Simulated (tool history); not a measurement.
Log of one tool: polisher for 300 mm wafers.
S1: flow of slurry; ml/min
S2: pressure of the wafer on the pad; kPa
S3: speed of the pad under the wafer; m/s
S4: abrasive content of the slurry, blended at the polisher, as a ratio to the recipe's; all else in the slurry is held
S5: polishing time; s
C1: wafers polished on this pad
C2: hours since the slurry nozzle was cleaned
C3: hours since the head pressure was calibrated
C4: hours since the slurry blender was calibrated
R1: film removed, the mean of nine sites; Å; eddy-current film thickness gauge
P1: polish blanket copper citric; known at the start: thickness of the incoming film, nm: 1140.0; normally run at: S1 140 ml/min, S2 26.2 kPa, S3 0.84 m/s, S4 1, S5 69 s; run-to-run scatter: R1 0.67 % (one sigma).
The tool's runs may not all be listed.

run   hour   S1    S2    S3    S4   S5    C1     C2     C3     C4      R1
  1   10.5  140  26.2  0.84     1   69  1075  205.3  400.7    198  1856.7
  2   21.6  140  26.2  0.46     1   69  1141  216.4  411.8  209.1  1037.2
  3   32.6  140  26.2  0.84     1  104  1206  227.4  422.8  220.1  2785.8
  4   44.1   85  26.2  0.84     1   69  1275  238.9  434.3  231.6  1642.6
  5   51.4  140  26.2  1.06     1   69  1318  246.2  441.6  238.9  2303.3
  6   63.5  190  26.2  0.84     1   69  1389  258.3  453.7    251  1951.2
  7   73.1  140  11.7  0.84     1   69  1446  267.9  463.3  260.6  856.78
  8   81.5  140  26.2  0.84     1   69  1496  276.3  471.7    269  1872.6
  9   94.5  140  26.2  0.84     1   36  1573  289.3  484.7    282  962.76
 10  102.9  140  19.3  1.06     1   69  1623  297.7  493.1  290.4  1712.3
 11  111.2  140  26.2  0.84  1.45   69  1672    306  501.4  298.7  2023.3
 12  122.5  140  15.2  0.84  1.35   69  1739  317.3  512.7    310  1157.7
 13  132.4  140  41.4  0.84     1   69  1798  327.2  522.6  319.9  2910.5
     137.8  -- slurry nozzle cleaned
 14  140.3  140  26.2  0.84  0.55   69  1844    2.6  530.5  327.8  1656.5
 15  149.5  140  26.2  0.84     1   69  1899   11.8  539.7    337  1835.2
 16  157.2  140  26.2  0.84     1   69  1944   19.5  547.4  344.7  1850.4
 17  167.7  140  26.2  0.84     1   69  2007     30  557.9  355.2  1843.7
 18  179.9  140  26.2  0.84     1   69  2079   42.2  570.1  367.4  1736.8
 19  187.8  140  26.2  0.84     1   69  2126   50.1    578  375.3  1723.1
 20  195.8  140  26.2  0.84     1   69  2173   58.1    586  383.3  1726.7
     197.1  -- head pressure recalibrated
       199  -- slurry blender recalibrated
 21  205.9  140  26.2  0.84     1   69  2233   68.2    8.9    6.9  1725.4
 22  212.4  140  26.2  0.84     1   69  2271   74.7   15.4   13.4  1701.1
 23  221.1  140  26.2  0.84     1   69  2323   83.4   24.1   22.1  1676.8
 24  230.8  140  26.2  0.84     1   69  2380   93.1   33.8   31.8    1684
 25    242  140  26.2  0.84     1   69  2447  104.3     45     43  1685.7
 26  249.8  140  26.2  0.84     1   69  2493  112.1   52.8   50.8  1694.5

What P1 gives has crept away from where it was. These 2 causes fit the log equally well, each at the size given:
A: removal rate lost through wear of the pad, % = 9.51
B: slurry flow missing at the pad, % = 35.6
The creep began at about hour 167.7.
Why every other cause is out:
head's pressure below its setpoint, %: serviced at hour 197.1, which brought nothing back
abrasive missing from the slurry, %: serviced at hour 199, which brought nothing back

4 check runs are offered, one wafer each, their results left as question marks. Which one tells the causes apart?
check 1  257.6   85  26.2  0.84     1  42                   ?
check 2  257.6  140  12.4  0.66     1  69                   ?
check 3  257.6  140  37.9  0.84  0.55  69                   ?
check 4  257.6  140  26.2  0.84  1.45  45                   ?

What each check would give under each cause:
  check  result    if A    if B
check 1      R1  908.27  861.32
check 2      R1  647.65  647.78
check 3      R1  2129.2  2129.6
check 4      R1  1185.8    1186
How far apart the two closest causes lie, in the result that separates them most: check 1 5.31 %; check 2 0.02 %; check 3 0.02 %; check 4 0.02 %
Check 1 tells the causes apart: in the others they would give nearly the same result.

Check 1 was then run and gave: R1 898.18 Å. Which cause is it?

It is A: removal rate lost through wear of the pad, %.
